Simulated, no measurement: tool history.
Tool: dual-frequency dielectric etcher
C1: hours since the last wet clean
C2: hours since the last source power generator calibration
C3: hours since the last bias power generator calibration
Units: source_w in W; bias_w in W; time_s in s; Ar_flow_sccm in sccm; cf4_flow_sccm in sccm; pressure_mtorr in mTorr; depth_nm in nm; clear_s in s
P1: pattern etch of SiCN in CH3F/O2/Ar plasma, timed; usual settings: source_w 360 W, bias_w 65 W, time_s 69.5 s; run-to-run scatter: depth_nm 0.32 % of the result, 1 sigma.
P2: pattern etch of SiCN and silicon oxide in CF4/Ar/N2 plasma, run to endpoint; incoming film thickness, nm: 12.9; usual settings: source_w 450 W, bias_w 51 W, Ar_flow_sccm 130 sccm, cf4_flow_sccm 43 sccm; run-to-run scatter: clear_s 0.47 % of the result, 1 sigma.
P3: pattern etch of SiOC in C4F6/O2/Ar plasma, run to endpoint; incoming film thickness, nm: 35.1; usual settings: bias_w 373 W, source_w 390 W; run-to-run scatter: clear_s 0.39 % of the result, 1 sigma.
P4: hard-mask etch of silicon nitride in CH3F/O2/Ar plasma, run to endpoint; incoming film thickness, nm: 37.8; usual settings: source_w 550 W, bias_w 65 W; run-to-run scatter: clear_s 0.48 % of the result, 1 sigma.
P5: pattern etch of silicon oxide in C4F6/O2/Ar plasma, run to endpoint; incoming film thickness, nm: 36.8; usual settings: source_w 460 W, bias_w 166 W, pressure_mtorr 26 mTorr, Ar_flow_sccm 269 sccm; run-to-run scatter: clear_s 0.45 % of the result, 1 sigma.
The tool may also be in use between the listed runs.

run 1 hour=8.3 | process=P1 source_w=360 bias_w=65 time_s=69.5 | C1=440.3 C2=883.4 C3=1463.3 | depth_nm=23.655
run 2 hour=18.6 | process=P2 source_w=450 bias_w=51 Ar_flow_sccm=156 cf4_flow_sccm=43 | C1=450.6 C2=893.7 C3=1473.6 | clear_s=20.315
run 3 hour=28.6 | process=P3 source_w=390 bias_w=373 | C1=460.6 C2=903.7 C3=1483.6 | clear_s=13.702
run 4 hour=42.6 | process=P1 source_w=290 bias_w=65 time_s=69.5 | C1=474.6 C2=917.7 C3=1497.6 | depth_nm=21.853
run 5 hour=54.2 | process=P1 source_w=360 bias_w=65 time_s=69.5 | C1=486.2 C2=929.3 C3=1509.2 | depth_nm=23.734
run 6 hour=61.4 | process=P1 source_w=250 bias_w=88 time_s=69.5 | C1=493.4 C2=936.5 C3=1516.4 | depth_nm=23.12
run 7 hour=73.6 | process=P1 source_w=440 bias_w=65 time_s=69.5 | C1=505.6 C2=948.7 C3=1528.6 | depth_nm=25.675
run 8 hour=84.7 | process=P5 source_w=460 bias_w=166 Ar_flow_sccm=269 pressure_mtorr=36 | C1=516.7 C2=959.8 C3=1539.7 | clear_s=11.595
run 9 hour=97.8 | process=P1 source_w=360 bias_w=53 time_s=69.5 | C1=529.8 C2=972.9 C3=1552.8 | depth_nm=22.058
run 10 hour=108.8 | process=P2 source_w=450 bias_w=51 Ar_flow_sccm=130 cf4_flow_sccm=60 | C1=540.8 C2=983.9 C3=1563.8 | clear_s=18.359
run 11 hour=116.6 | process=P1 source_w=360 bias_w=65 time_s=46 | C1=548.6 C2=991.7 C3=1571.6 | depth_nm=15.671
run 12 hour=130.8 | process=P2 source_w=450 bias_w=51 Ar_flow_sccm=130 cf4_flow_sccm=43 | C1=562.8 C2=1005.9 C3=1585.8 | clear_s=19.443
run 13 hour=141.4 | process=P5 source_w=550 bias_w=166 Ar_flow_sccm=269 pressure_mtorr=26 | C1=573.4 C2=1016.5 C3=1596.4 | clear_s=10.451
run 14 hour=149.6 | process=P3 source_w=390 bias_w=522 | C1=581.6 C2=1024.7 C3=1604.6 | clear_s=12.208
run 15 hour=156.8 | process=P4 source_w=550 bias_w=65 | C1=588.8 C2=1031.9 C3=1611.8 | clear_s=48.925
run 16 hour=165.5 | process=P3 source_w=270 bias_w=373 | C1=597.5 C2=1040.6 C3=1620.5 | clear_s=15.822
run 17 hour=174.2 | process=P1 source_w=460 bias_w=65 time_s=45 | C1=606.2 C2=1049.3 C3=1629.2 | depth_nm=16.794
run 18 hour=182.3 | process=P1 source_w=360 bias_w=65 time_s=99.5 | C1=614.3 C2=1057.4 C3=1637.3 | depth_nm=33.847
run 19 hour=196.2 | process=P4 source_w=700 bias_w=65 | C1=628.2 C2=1071.3 C3=1651.2 | clear_s=44.549
run 20 hour=207.5 | process=P2 source_w=580 bias_w=51 Ar_flow_sccm=130 cf4_flow_sccm=43 | C1=639.5 C2=1082.6 C3=1662.5 | clear_s=15.482
run 21 hour=221.2 | process=P2 source_w=450 bias_w=51 Ar_flow_sccm=130 cf4_flow_sccm=43 | C1=653.2 C2=1096.3 C3=1676.2 | clear_s=19.444
run 22 hour=233.6 | process=P4 source_w=550 bias_w=91 | C1=665.6 C2=1108.7 C3=1688.6 | clear_s=43.819
run 23 hour=243.5 | process=P1 source_w=280 bias_w=52 time_s=69.5 | C1=675.5 C2=1118.6 C3=1698.5 | depth_nm=19.899
run 24 hour=251 | process=P2 source_w=450 bias_w=70 Ar_flow_sccm=130 cf4_flow_sccm=43 | C1=683 C2=1126.1 C3=1706 | clear_s=17.181
-- hour=254.2 bias power generator calibrated
run 25 hour=258.1 | process=P5 source_w=460 bias_w=124 Ar_flow_sccm=269 pressure_mtorr=26 | C1=690.1 C2=1133.2 C3=3.9 | clear_s=12.195
run 26 hour=268 | process=P3 source_w=390 bias_w=373 | C1=700 C2=1143.1 C3=13.8 | clear_s=13.786
run 27 hour=278.9 | process=P1 source_w=360 bias_w=65 time_s=69.5 | C1=710.9 C2=1154 C3=24.7 | depth_nm=23.724
run 28 hour=285.8 | process=P5 source_w=460 bias_w=166 Ar_flow_sccm=269 pressure_mtorr=26 | C1=717.8 C2=1160.9 C3=31.6 | clear_s=11.173
run 29 hour=297.4 | process=P5 source_w=460 bias_w=166 Ar_flow_sccm=157 pressure_mtorr=26 | C1=729.4 C2=1172.5 C3=43.2 | clear_s=10.499
run 30 hour=305.7 | process=P1 source_w=360 bias_w=79 time_s=69.5 | C1=737.7 C2=1180.8 C3=51.5 | depth_nm=25.19
run 31 hour=313.3 | process=P1 source_w=360 bias_w=65 time_s=69.5 | C1=745.3 C2=1188.4 C3=59.1 | depth_nm=23.648
run 32 hour=325.6 | process=P1 source_w=360 bias_w=65 time_s=69.5 | C1=757.6 C2=1200.7 C3=71.4 | depth_nm=23.654
run 33 hour=336.2 | process=P1 source_w=360 bias_w=65 time_s=69.5 | C1=768.2 C2=1211.3 C3=82 | depth_nm=23.565
run 34 hour=345.2 | process=P1 source_w=360 bias_w=65 time_s=69.5 | C1=777.2 C2=1220.3 C3=91 | depth_nm=23.358
run 35 hour=354.4 | process=P1 source_w=360 bias_w=65 time_s=69.5 | C1=786.4 C2=1229.5 C3=100.2 | depth_nm=23.441

The next listed run, before its measurement:
run 36 hour=363 | process=P1 source_w=360 bias_w=65 time_s=69.5 | C1=795 C2=1238.1 C3=108.8 | depth_nm=?

{"run 36": {"depth_nm": 23.333}}

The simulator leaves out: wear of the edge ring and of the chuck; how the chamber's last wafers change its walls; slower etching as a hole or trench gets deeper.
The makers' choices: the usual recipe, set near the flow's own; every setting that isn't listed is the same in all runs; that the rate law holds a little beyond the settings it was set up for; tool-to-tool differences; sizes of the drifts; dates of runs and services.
